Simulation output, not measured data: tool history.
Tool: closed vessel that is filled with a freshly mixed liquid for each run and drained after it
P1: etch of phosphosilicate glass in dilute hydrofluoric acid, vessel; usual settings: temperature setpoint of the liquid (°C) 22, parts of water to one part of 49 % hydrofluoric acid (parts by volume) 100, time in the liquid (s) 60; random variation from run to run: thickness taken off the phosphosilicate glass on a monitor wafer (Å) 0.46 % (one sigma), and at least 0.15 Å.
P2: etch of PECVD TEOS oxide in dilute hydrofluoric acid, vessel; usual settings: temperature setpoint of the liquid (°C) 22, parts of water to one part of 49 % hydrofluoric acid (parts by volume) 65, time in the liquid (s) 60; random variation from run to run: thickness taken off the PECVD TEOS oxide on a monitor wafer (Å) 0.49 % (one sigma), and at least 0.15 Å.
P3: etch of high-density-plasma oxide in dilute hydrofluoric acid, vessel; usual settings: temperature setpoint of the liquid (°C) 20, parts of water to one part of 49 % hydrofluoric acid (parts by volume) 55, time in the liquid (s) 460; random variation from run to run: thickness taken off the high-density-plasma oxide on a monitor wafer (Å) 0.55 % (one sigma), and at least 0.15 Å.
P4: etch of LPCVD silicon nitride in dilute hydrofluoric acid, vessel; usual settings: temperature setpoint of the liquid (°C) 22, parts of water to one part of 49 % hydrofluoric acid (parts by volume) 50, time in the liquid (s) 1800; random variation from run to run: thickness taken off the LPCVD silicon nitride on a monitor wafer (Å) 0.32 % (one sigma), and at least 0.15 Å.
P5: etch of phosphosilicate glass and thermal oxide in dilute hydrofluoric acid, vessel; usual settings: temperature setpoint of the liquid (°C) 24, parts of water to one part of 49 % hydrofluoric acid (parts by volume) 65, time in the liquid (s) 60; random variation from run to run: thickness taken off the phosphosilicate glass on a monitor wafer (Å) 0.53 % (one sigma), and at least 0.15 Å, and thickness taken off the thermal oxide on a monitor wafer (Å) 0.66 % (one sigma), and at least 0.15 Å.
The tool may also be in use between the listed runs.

| run | day | process that ran | temperature setpoint of the liquid (°C) | parts of water to one part of 49 % hydrofluoric acid (parts by volume) | time in the liquid (s) | hours since the thermometer was replaced | hours since the hydrofluoric acid flow meter was replaced | thickness taken off the phosphosilicate glass on a monitor wafer (Å) | thickness taken off the PECVD TEOS oxide on a monitor wafer (Å) | thickness taken off the LPCVD silicon nitride on a monitor wafer (Å) | thickness taken off the thermal oxide on a monitor wafer (Å) | thickness taken off the high-density-plasma oxide on a monitor wafer (Å) |
|---|---|---|---|---|---|---|---|---|---|---|---|---|
| 1 | 0.296 | P1 | 22 | 100 | 60 | 81.9 | 105.5 | 1091.2 |  |  |  |  |
| 2 | 0.696 | P1 | 22 | 100 | 60 | 91.5 | 115.1 | 1081.8 |  |  |  |  |
| 3 | 0.946 | P2 | 22 | 65 | 60 | 97.5 | 121.1 |  | 230.86 |  |  |  |
| 4 | 1.192 | P1 | 27 | 100 | 60 | 103.4 | 127 | 1315.1 |  |  |  |  |
| 5 | 1.7 | P4 | 22 | 30 | 1800 | 115.6 | 139.2 |  |  | 325.21 |  |  |
| 6 | 2.129 | P1 | 22 | 140 | 60 | 125.9 | 149.5 | 734.17 |  |  |  |  |
| 7 | 2.671 | P5 | 24 | 115 | 60 | 138.9 | 162.5 | 645.39 |  |  | 25.047 |  |
| 8 | 3.038 | P1 | 22 | 100 | 60 | 147.7 | 171.3 | 1084.5 |  |  |  |  |
| 9 | 3.346 | P5 | 24 | 65 | 90 | 155.1 | 178.7 | 1809.4 |  |  | 70.358 |  |
| 10 | 3.654 | P3 | 24.5 | 55 | 460 | 162.5 | 186.1 |  |  |  |  | 463.75 |
|  | 4.062 | hydrofluoric acid flow meter replaced |
| 11 | 4.096 | P1 | 22 | 100 | 60 | 173.1 | 0.9 | 1076 |  |  |  |  |
| 12 | 4.488 | P3 | 20 | 55 | 460 | 182.5 | 10.3 |  |  |  |  | 381.57 |
| 13 | 4.862 | P1 | 22 | 100 | 60 | 191.5 | 19.3 | 1082.8 |  |  |  |  |
| 14 | 5.242 | P1 | 18 | 100 | 60 | 200.6 | 28.4 | 923.89 |  |  |  |  |
| 15 | 5.496 | P4 | 22 | 50 | 1800 | 206.7 | 34.5 |  |  | 198.1 |  |  |
| 16 | 5.892 | P1 | 22 | 100 | 105 | 216.2 | 44 | 1905.8 |  |  |  |  |
| 17 | 6.379 | P1 | 22 | 155 | 85 | 227.9 | 55.7 | 928.46 |  |  |  |  |
| 18 | 6.696 | P5 | 24 | 65 | 60 | 235.5 | 63.3 | 1206.2 |  |  | 46.473 |  |
| 19 | 6.954 | P5 | 24 | 65 | 60 | 241.7 | 69.5 | 1210.3 |  |  | 46.827 |  |
| 20 | 7.262 | P1 | 17 | 100 | 95 | 249.1 | 76.9 | 1397 |  |  |  |  |
| 21 | 7.592 | P2 | 22 | 65 | 60 | 257 | 84.8 |  | 231.04 |  |  |  |
| 22 | 7.992 | P3 | 20 | 80 | 460 | 266.6 | 94.4 |  |  |  |  | 257.55 |
| 23 | 8.283 | P2 | 22 | 65 | 100 | 273.6 | 101.4 |  | 385.71 |  |  |  |
| 24 | 8.821 | P1 | 22 | 40 | 60 | 286.5 | 114.3 | 2897.5 |  |  |  |  |
| 25 | 9.117 | P2 | 27 | 65 | 60 | 293.6 | 121.4 |  | 281.6 |  |  |  |
| 26 | 9.504 | P1 | 22 | 100 | 60 | 302.9 | 130.7 | 1090.4 |  |  |  |  |
| 27 | 9.992 | P4 | 22 | 50 | 3200 | 314.6 | 142.4 |  |  | 352.77 |  |  |
| 28 | 10.254 | P4 | 17 | 50 | 1800 | 320.9 | 148.7 |  |  | 138.96 |  |  |
| 29 | 10.704 | P3 | 20 | 55 | 460 | 331.7 | 159.5 |  |  |  |  | 387.58 |
| 30 | 11.188 | P1 | 22 | 100 | 30 | 343.3 | 171.1 | 544.81 |  |  |  |  |
| 31 | 11.7 | P3 | 20 | 55 | 45 | 355.6 | 183.4 |  |  |  |  | 38.334 |
| 32 | 12.25 | P1 | 27 | 100 | 30 | 368.8 | 196.6 | 657.49 |  |  |  |  |
| 33 | 12.6 | P2 | 22 | 115 | 60 | 377.2 | 205 |  | 122.45 |  |  |  |
| 34 | 12.846 | P5 | 17 | 65 | 60 | 383.1 | 210.9 | 902.34 |  |  | 35.24 |  |
| 35 | 13.267 | P1 | 22 | 100 | 60 | 393.2 | 221 | 1083.1 |  |  |  |  |
| 36 | 13.696 | P1 | 22 | 100 | 60 | 403.5 | 231.3 | 1043.2 |  |  |  |  |
| 37 | 14.083 | P1 | 22 | 100 | 60 | 412.8 | 240.6 | 1018.9 |  |  |  |  |
| 38 | 14.533 | P1 | 22 | 100 | 60 | 423.6 | 251.4 | 1009.8 |  |  |  |  |
| 39 | 14.833 | P1 | 22 | 100 | 60 | 430.8 | 258.6 | 997.8 |  |  |  |  |
| 40 | 15.388 | P1 | 22 | 100 | 60 | 444.1 | 271.9 | 990.84 |  |  |  |  |
| 41 | 15.683 | P1 | 22 | 100 | 60 | 451.2 | 279 | 989.4 |  |  |  |  |
| 42 | 16.042 | P1 | 22 | 100 | 60 | 459.8 | 287.6 | 993.26 |  |  |  |  |
| 43 | 16.475 | P1 | 22 | 100 | 60 | 470.2 | 298 | 992.95 |  |  |  |  |

What P1 gives has crept away from where it was. These 2 causes fit the log equally well, each at the size given:
A: liquid colder than its thermometer reads (K) = 2.27
B: hydrofluoric acid flow below the setpoint (%) = 7.89
The creep began at about day 13.267.

4 check runs are offered, one wafer each, their results left as question marks. Which one tells the causes apart?
| check 1 | 16.908 | P2 | 22 | 110 | 100 |  |  |  | ? |  |  |  |
| check 2 | 16.908 | P3 | 24 | 55 | 180 |  |  |  |  |  |  | ? |
| check 3 | 16.908 | P5 | 18.5 | 110 | 60 |  |  | ? |  |  | ? |  |
| check 4 | 16.908 | P4 | 22 | 50 | 2430 |  |  |  |  | ? |  |  |

What each check would give under each cause:
| check | result | if A | if B |
|---|---|---|---|
| check 1 | thickness taken off the PECVD TEOS oxide on a monitor wafer (Å) | 196.34 | 196.14 |
| check 2 | thickness taken off the high-density-plasma oxide on a monitor wafer (Å) | 162.83 | 163.74 |
| check 3 | thickness taken off the phosphosilicate glass on a monitor wafer (Å) | 491.75 | 493.13 |
| check 3 | thickness taken off the thermal oxide on a monitor wafer (Å) | 19.03 | 19.084 |
| check 4 | thickness taken off the LPCVD silicon nitride on a monitor wafer (Å) | 228.67 | 246.86 |
How far apart the two closest causes lie, in the result that separates them most: check 1 0.11 %; check 2 0.56 %; check 3 0.28 %; check 4 7.65 %
Only check 4 tells the causes apart: in the others they would give nearly the same result.

Check 4 was then run and gave: thickness taken off the LPCVD silicon nitride on a monitor wafer (Å) 246.29. Which cause is it?

It is B: hydrofluoric acid flow below the setpoint (%).
